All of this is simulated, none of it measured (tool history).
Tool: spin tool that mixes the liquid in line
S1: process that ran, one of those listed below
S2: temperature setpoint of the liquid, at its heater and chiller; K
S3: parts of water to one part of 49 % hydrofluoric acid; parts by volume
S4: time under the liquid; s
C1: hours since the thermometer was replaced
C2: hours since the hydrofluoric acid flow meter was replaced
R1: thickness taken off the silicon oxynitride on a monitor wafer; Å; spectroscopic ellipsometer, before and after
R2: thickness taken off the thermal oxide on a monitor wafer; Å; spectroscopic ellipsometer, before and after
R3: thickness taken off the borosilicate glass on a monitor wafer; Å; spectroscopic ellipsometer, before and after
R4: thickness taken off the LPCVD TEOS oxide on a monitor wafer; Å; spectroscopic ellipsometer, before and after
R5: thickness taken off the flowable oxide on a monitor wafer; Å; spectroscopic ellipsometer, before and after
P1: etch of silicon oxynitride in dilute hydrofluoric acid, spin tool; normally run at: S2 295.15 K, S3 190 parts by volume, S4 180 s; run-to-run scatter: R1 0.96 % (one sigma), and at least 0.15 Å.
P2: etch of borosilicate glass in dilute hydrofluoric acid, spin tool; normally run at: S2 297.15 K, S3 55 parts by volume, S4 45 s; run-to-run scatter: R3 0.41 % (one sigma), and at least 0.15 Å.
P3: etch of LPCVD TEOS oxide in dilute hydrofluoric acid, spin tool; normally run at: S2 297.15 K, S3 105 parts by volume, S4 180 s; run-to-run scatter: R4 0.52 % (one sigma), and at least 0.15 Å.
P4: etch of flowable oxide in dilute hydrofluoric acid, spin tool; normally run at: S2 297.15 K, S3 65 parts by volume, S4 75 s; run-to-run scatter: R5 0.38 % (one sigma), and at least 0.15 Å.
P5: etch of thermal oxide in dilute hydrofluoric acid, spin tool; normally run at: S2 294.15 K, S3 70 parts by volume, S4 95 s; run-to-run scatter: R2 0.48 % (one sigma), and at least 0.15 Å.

| run | hour | S1 | S2 | S3 | S4 | C1 | C2 | R1 | R2 | R3 | R4 | R5 |
|---|---|---|---|---|---|---|---|---|---|---|---|---|
| 1 | 13.1 | P1 | 295.15 | 190 | 180 | 1206.3 | 676.7 | 21.3510 |  |  |  |  |
| 2 | 28.7 | P5 | 294.15 | 70 | 95 | 1221.9 | 692.3 |  | 59.300 |  |  |  |
| 3 | 43.6 | P2 | 297.15 | 55 | 15 | 1236.8 | 707.2 |  |  | 160.11 |  |  |
| 4 | 60.5 | P3 | 304.65 | 105 | 180 | 1253.7 | 724.1 |  |  |  | 400.540 |  |
| 5 | 72.2 | P1 | 295.15 | 190 | 180 | 1265.4 | 735.8 | 21.5040 |  |  |  |  |
| 6 | 89.7 | P2 | 297.15 | 55 | 45 | 1282.9 | 753.3 |  |  | 479.99 |  |  |
| 7 | 106.1 | P1 | 295.15 | 190 | 180 | 1299.3 | 769.7 | 21.8760 |  |  |  |  |
| 8 | 115.4 | P5 | 294.15 | 20 | 95 | 1308.6 | 779.0 |  | 221.810 |  |  |  |
| 9 | 124.0 | P1 | 295.15 | 190 | 180 | 1317.2 | 787.6 | 21.3740 |  |  |  |  |
| 10 | 134.6 | P4 | 297.15 | 90 | 75 | 1327.8 | 798.2 |  |  |  |  | 268.97 |
| 11 | 146.3 | P3 | 297.15 | 180 | 180 | 1339.5 | 809.9 |  |  |  | 160.810 |  |
| 12 | 164.6 | P3 | 297.15 | 105 | 55 | 1357.8 | 828.2 |  |  |  | 90.795 |  |
| 13 | 177.2 | P4 | 291.65 | 65 | 75 | 1370.4 | 840.8 |  |  |  |  | 306.67 |
| 14 | 193.3 | P1 | 299.15 | 190 | 180 | 1386.5 | 856.9 | 25.5390 |  |  |  |  |
| 15 | 205.3 | P1 | 291.65 | 190 | 180 | 1398.5 | 868.9 | 18.1110 |  |  |  |  |
| 16 | 214.5 | P4 | 297.15 | 65 | 130 | 1407.7 | 878.1 |  |  |  |  | 670.70 |
| 17 | 232.3 | P1 | 295.15 | 190 | 70 | 1425.5 | 895.9 | 8.4295 |  |  |  |  |
| 18 | 242.6 | P5 | 290.15 | 70 | 95 | 1435.8 | 906.2 |  | 50.475 |  |  |  |
| 19 | 252.4 | P1 | 295.15 | 35 | 180 | 1445.6 | 916.0 | 132.8200 |  |  |  |  |
| 20 | 261.2 | P2 | 297.15 | 20 | 45 | 1454.4 | 924.8 |  |  | 1375.90 |  |  |
| 21 | 269.7 | P1 | 295.15 | 325 | 180 | 1462.9 | 933.3 | 11.5570 |  |  |  |  |
| 22 | 281.2 | P1 | 295.15 | 190 | 180 | 1474.4 | 944.8 | 21.3900 |  |  |  |  |
| 23 | 291.3 | P1 | 295.15 | 190 | 180 | 1484.5 | 954.9 | 21.6400 |  |  |  |  |
| 24 | 300.1 | P3 | 297.15 | 105 | 180 | 1493.3 | 963.7 |  |  |  | 299.270 |  |
| 25 | 314.1 | P5 | 294.15 | 70 | 95 | 1507.3 | 977.7 |  | 59.630 |  |  |  |
| 26 | 328.5 | P5 | 294.15 | 70 | 45 | 1521.7 | 992.1 |  | 28.649 |  |  |  |
| 27 | 336.8 | P1 | 299.15 | 190 | 325 | 1530.0 | 1000.4 | 45.5850 |  |  |  |  |
| 28 | 355.5 | P1 | 295.15 | 190 | 335 | 1548.7 | 1019.1 | 39.8120 |  |  |  |  |
| 29 | 364.1 | P4 | 297.15 | 65 | 75 | 1557.3 | 1027.7 |  |  |  |  | 385.25 |
| 30 | 380.1 | P2 | 291.65 | 55 | 45 | 1573.3 | 1043.7 |  |  | 384.68 |  |  |
| 31 | 390.6 | P1 | 295.15 | 190 | 180 | 1583.8 | 1054.2 | 21.6220 |  |  |  |  |
| 32 | 409.2 | P1 | 295.15 | 190 | 180 | 1602.4 | 1072.8 | 22.7620 |  |  |  |  |
| 33 | 419.8 | P1 | 295.15 | 190 | 180 | 1613.0 | 1083.4 | 23.3000 |  |  |  |  |
| 34 | 428.4 | P1 | 295.15 | 190 | 180 | 1621.6 | 1092.0 | 23.3060 |  |  |  |  |
| 35 | 443.1 | P1 | 295.15 | 190 | 180 | 1636.3 | 1106.7 | 23.7070 |  |  |  |  |
| 36 | 456.0 | P1 | 295.15 | 190 | 180 | 1649.2 | 1119.6 | 23.4180 |  |  |  |  |
| 37 | 474.0 | P1 | 295.15 | 190 | 180 | 1667.2 | 1137.6 | 23.6430 |  |  |  |  |
| 38 | 486.8 | P1 | 295.15 | 190 | 180 | 1680.0 | 1150.4 | 23.6620 |  |  |  |  |
| 39 | 495.9 | P1 | 295.15 | 190 | 180 | 1689.1 | 1159.5 | 23.7040 |  |  |  |  |
| 40 | 508.7 | P1 | 295.15 | 190 | 180 | 1701.9 | 1172.3 | 23.6480 |  |  |  |  |
| 41 | 526.5 | P1 | 295.15 | 190 | 180 | 1719.7 | 1190.1 | 23.5330 |  |  |  |  |

What P1 gives has crept away from where it was. These 2 causes fit the log equally well, each at the size given:
A: hydrofluoric acid flow above the setpoint (%) = 9.79
B: liquid hotter than its thermometer reads (K) = 2.34
The creep began at about hour 390.6.

4 check runs are offered, each on 2 wafers whose results are averaged, their results left as question marks. Which one tells the causes apart?
| check 1 | 544.3 | P2 | 297.15 | 25 | 45 |  |  |  |  | ? |  |  |
| check 2 | 544.3 | P3 | 303.15 | 165 | 180 |  |  |  |  |  | ? |  |
| check 3 | 544.3 | P5 | 291.15 | 20 | 95 |  |  |  | ? |  |  |  |
| check 4 | 544.3 | P4 | 294.15 | 65 | 115 |  |  |  |  |  |  | ? |

What each check would give under each cause:
| check | result | if A | if B |
|---|---|---|---|
| check 1 | R3 | 1215.10 | 1216.40 |
| check 2 | R4 | 248.430 | 240.990 |
| check 3 | R2 | 213.920 | 215.430 |
| check 4 | R5 | 578.75 | 576.51 |
How far apart the two closest causes lie, in the result that separates them most: check 1 0.11 %; check 2 3.04 %; check 3 0.7 %; check 4 0.39 %
Check 2 tells the causes apart: in the others they would give nearly the same result.

Then check 2 was run and gave: R4 247.730 Å. Which cause is it?

It is A: hydrofluoric acid flow above the setpoint (%).
